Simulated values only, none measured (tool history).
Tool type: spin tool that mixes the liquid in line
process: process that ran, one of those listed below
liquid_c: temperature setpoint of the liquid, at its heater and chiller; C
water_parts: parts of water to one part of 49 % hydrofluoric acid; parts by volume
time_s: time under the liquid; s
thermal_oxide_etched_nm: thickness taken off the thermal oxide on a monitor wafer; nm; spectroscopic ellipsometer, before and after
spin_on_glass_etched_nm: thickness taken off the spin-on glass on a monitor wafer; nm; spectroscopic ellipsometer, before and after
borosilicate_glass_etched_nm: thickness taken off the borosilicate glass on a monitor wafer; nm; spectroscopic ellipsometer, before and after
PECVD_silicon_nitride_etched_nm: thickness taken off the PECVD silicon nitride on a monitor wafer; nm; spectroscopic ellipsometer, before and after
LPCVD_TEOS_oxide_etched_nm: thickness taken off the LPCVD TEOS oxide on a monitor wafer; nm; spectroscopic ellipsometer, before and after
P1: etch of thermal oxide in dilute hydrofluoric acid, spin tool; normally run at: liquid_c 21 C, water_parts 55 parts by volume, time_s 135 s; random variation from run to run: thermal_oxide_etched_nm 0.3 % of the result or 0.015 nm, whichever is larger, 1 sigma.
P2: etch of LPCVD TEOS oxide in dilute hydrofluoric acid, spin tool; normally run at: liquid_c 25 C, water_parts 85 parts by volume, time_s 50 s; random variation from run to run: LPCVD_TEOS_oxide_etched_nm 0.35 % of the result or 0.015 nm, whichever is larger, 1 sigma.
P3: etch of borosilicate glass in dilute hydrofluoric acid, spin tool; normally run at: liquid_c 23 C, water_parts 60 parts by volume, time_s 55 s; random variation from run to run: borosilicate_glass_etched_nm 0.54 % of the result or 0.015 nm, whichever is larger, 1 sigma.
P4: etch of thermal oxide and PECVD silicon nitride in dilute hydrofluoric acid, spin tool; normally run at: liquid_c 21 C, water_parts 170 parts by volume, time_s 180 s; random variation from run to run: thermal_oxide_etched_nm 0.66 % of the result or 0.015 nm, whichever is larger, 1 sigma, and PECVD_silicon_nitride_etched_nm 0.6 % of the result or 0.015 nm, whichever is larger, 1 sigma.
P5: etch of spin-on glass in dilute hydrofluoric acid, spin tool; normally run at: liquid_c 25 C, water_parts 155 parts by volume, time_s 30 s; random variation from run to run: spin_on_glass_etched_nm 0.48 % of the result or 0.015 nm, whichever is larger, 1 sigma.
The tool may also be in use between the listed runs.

| run | hour | process | liquid_c | water_parts | time_s | thermal_oxide_etched_nm | spin_on_glass_etched_nm | borosilicate_glass_etched_nm | PECVD_silicon_nitride_etched_nm | LPCVD_TEOS_oxide_etched_nm |
|---|---|---|---|---|---|---|---|---|---|---|
| 1 | 13.6 | P1 | 21 | 55 | 135 | 10.926 |  |  |  |  |
| 2 | 23.1 | P5 | 25 | 155 | 30 |  | 6.3682 |  |  |  |
| 3 | 38.6 | P3 | 23 | 60 | 55 |  |  | 36.857 |  |  |
| 4 | 47.7 | P1 | 21 | 25 | 135 | 24.96 |  |  |  |  |
| 5 | 60.6 | P1 | 17 | 55 | 135 | 9.1865 |  |  |  |  |
| 6 | 75 | P1 | 17 | 75 | 135 | 6.5908 |  |  |  |  |
| 7 | 84.2 | P4 | 17 | 170 | 180 | 3.7594 |  |  | 2.8201 |  |
| 8 | 96.6 | P2 | 25 | 85 | 50 |  |  |  |  | 18.392 |
| 9 | 105.3 | P2 | 25 | 25 | 50 |  |  |  |  | 67.448 |
| 10 | 120.6 | P5 | 21 | 155 | 30 |  | 5.4896 |  |  |  |
| 11 | 133.9 | P3 | 23 | 20 | 55 |  |  | 116.18 |  |  |
| 12 | 141 | P1 | 21 | 55 | 135 | 10.939 |  |  |  |  |
| 13 | 155.2 | P2 | 25 | 85 | 85 |  |  |  |  | 31.072 |
| 14 | 170 | P1 | 21 | 55 | 135 | 10.994 |  |  |  |  |
| 15 | 182.1 | P2 | 18.5 | 85 | 50 |  |  |  |  | 14.09 |
| 16 | 194.7 | P3 | 23 | 60 | 55 |  |  | 36.783 |  |  |
| 17 | 205.3 | P1 | 21 | 55 | 40 | 3.2283 |  |  |  |  |
| 18 | 212.8 | P5 | 25 | 155 | 30 |  | 6.3213 |  |  |  |
| 19 | 225.9 | P1 | 21 | 95 | 20 | 0.88183 |  |  |  |  |
| 20 | 233.9 | P1 | 21 | 20 | 75 | 17.43 |  |  |  |  |
| 21 | 242.9 | P3 | 17 | 60 | 55 |  |  | 28.892 |  |  |
| 22 | 252.7 | P1 | 21 | 55 | 210 | 16.992 |  |  |  |  |
| 23 | 261.6 | P1 | 21 | 55 | 135 | 10.95 |  |  |  |  |
| 24 | 271.1 | P4 | 21 | 170 | 180 | 4.3566 |  |  | 3.6946 |  |
| 25 | 280.3 | P4 | 21 | 300 | 180 | 2.1973 |  |  | 2.1223 |  |
| 26 | 292.1 | P1 | 21 | 85 | 135 | 6.8174 |  |  |  |  |
|  | 292.3 | thermometer replaced |
| 27 | 307 | P2 | 25 | 85 | 50 |  |  |  |  | 18.379 |
| 28 | 320.8 | P1 | 21 | 55 | 135 | 10.917 |  |  |  |  |
| 29 | 330.4 | P4 | 21 | 170 | 305 | 7.4818 |  |  | 6.2127 |  |
| 30 | 341.8 | P5 | 25 | 45 | 30 |  | 25.293 |  |  |  |
| 31 | 351.4 | P5 | 25 | 155 | 50 |  | 10.553 |  |  |  |
| 32 | 361.4 | P1 | 26 | 55 | 135 | 13.368 |  |  |  |  |
| 33 | 374.4 | P3 | 23 | 60 | 15 |  |  | 10.079 |  |  |
| 34 | 385.6 | P1 | 21 | 55 | 135 | 10.983 |  |  |  |  |
| 35 | 394.9 | P1 | 21 | 55 | 135 | 10.9 |  |  |  |  |
| 36 | 408.3 | P1 | 21 | 55 | 135 | 10.856 |  |  |  |  |
| 37 | 421.3 | P1 | 21 | 55 | 135 | 11.296 |  |  |  |  |
| 38 | 431.2 | P1 | 21 | 55 | 135 | 11.508 |  |  |  |  |
| 39 | 442 | P1 | 21 | 55 | 135 | 11.684 |  |  |  |  |
| 40 | 453.2 | P1 | 21 | 55 | 135 | 11.715 |  |  |  |  |
| 41 | 465.4 | P1 | 21 | 55 | 135 | 11.812 |  |  |  |  |
| 42 | 480.1 | P1 | 21 | 55 | 135 | 11.886 |  |  |  |  |
| 43 | 492.9 | P1 | 21 | 55 | 135 | 11.827 |  |  |  |  |
| 44 | 500.7 | P1 | 21 | 55 | 135 | 11.87 |  |  |  |  |

P1 no longer gives what it gave before; its output has crept away from where it was. The following 2 causes, each at its listed size, fit the log equally well:
A: liquid hotter than its thermometer reads (K) = 2
B: hydrofluoric acid flow above the setpoint (%) = 8.11
The process output started creeping at around hour 408.3.

Which of the check runs below tells the causes apart, meaning the causes would give it clearly different results? Each run uses 2 wafers whose results are averaged, and each result is shown as a question mark.
| check 1 | 508.5 | P5 | 25 | 60 | 50 |  | ? |  |  |  |
| check 2 | 508.5 | P4 | 21 | 260 | 180 | ? |  |  | ? |  |
| check 3 | 508.5 | P2 | 25 | 30 | 50 |  |  |  |  | ? |
| check 4 | 508.5 | P3 | 23 | 60 | 15 |  |  | ? |  |  |

Outcome of each check run for each possible cause:
| check | result | if A | if B |
|---|---|---|---|
| check 1 | spin_on_glass_etched_nm | 33.389 | 33.511 |
| check 2 | thermal_oxide_etched_nm | 2.8243 | 2.892 |
| check 2 | PECVD_silicon_nitride_etched_nm | 2.755 | 2.62 |
| check 3 | LPCVD_TEOS_oxide_etched_nm | 60.785 | 60.701 |
| check 4 | borosilicate_glass_etched_nm | 10.947 | 10.97 |
Minimum pairwise separation of causes per check, each pair taken at its best-separating result: check 1 0.37 %; check 2 5.02 %; check 3 0.14 %; check 4 0.21 %
Check 2 tells the causes apart: in the others they would give nearly the same result.

Check 2 was carried out, with these results: thermal_oxide_etched_nm 2.8047 nm; PECVD_silicon_nitride_etched_nm 2.7806 nm. Which of the listed causes is responsible?

The cause is A: liquid hotter than its thermometer reads (K).
